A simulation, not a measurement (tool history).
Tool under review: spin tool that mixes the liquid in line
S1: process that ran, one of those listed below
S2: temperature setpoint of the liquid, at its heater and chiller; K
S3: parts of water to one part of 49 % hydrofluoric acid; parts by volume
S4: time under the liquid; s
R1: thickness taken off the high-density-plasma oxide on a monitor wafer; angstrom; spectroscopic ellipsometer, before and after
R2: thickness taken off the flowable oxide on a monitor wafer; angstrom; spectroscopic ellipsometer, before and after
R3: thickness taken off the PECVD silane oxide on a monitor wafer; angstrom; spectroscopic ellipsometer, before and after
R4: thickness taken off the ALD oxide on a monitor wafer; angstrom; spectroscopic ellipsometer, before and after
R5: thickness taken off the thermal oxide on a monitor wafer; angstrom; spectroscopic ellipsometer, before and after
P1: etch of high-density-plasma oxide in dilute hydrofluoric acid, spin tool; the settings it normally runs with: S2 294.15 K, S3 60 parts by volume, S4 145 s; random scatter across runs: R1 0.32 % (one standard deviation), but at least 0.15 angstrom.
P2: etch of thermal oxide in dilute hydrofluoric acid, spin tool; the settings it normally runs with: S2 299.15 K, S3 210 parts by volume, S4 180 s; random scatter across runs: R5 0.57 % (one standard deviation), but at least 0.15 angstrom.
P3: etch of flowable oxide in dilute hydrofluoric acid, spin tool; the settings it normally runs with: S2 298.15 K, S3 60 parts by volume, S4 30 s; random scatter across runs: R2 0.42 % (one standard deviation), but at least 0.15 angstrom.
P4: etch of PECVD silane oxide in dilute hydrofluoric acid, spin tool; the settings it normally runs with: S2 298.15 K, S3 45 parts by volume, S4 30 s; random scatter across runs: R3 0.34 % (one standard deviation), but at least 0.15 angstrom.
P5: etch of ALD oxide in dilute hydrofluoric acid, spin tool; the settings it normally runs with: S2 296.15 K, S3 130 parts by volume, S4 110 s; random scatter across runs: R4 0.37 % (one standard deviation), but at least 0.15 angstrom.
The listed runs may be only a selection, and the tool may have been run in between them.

run	day	S1	S2	S3	S4	R1	R2	R3	R4	R5
1	0.125	P1	294.15	60	145	116.890				
2	0.321	P3	298.15	60	15		67.220			
3	0.533	P3	302.65	60	30		160.730			
4	0.671	P4	303.65	45	30			399.07		
5	0.858	P1	294.15	110	145	59.616				
6	1.071	P1	301.15	60	145	155.180				
7	1.296	P1	294.15	60	145	117.010				
8	1.479	P1	294.15	20	145	368.570				
9	1.708	P3	298.15	60	30		134.550			
# day 1.742: thermometer replaced
10	1.854	P3	298.15	80	30		98.345			
11	2.092	P5	296.15	130	110				77.911	
12	2.292	P4	298.15	75	30			185.83		
13	2.446	P1	294.15	85	215	118.770				
14	2.654	P1	294.15	60	145	117.600				
15	2.817	P3	298.15	60	30		133.870			
16	2.950	P1	294.15	60	65	52.480				
17	3.142	P1	302.15	100	145	91.593				
18	3.346	P5	296.15	195	110				48.817	
19	3.546	P4	298.15	45	30			319.35		
20	3.812	P4	298.15	45	30			321.76		
21	4.067	P1	294.15	60	145	117.020				
22	4.317	P2	299.15	210	180					38.860
23	4.462	P2	292.15	210	180					29.812
24	4.708	P1	294.15	60	145	116.660				
25	4.979	P2	299.15	210	310					66.378
26	5.188	P5	290.15	130	110				61.459	
27	5.388	P4	298.15	45	15			159.87		

For run 28, what comes out?
28	5.512	P2	299.15	375	180					?

{"run 28": {"R5": 18.21}}
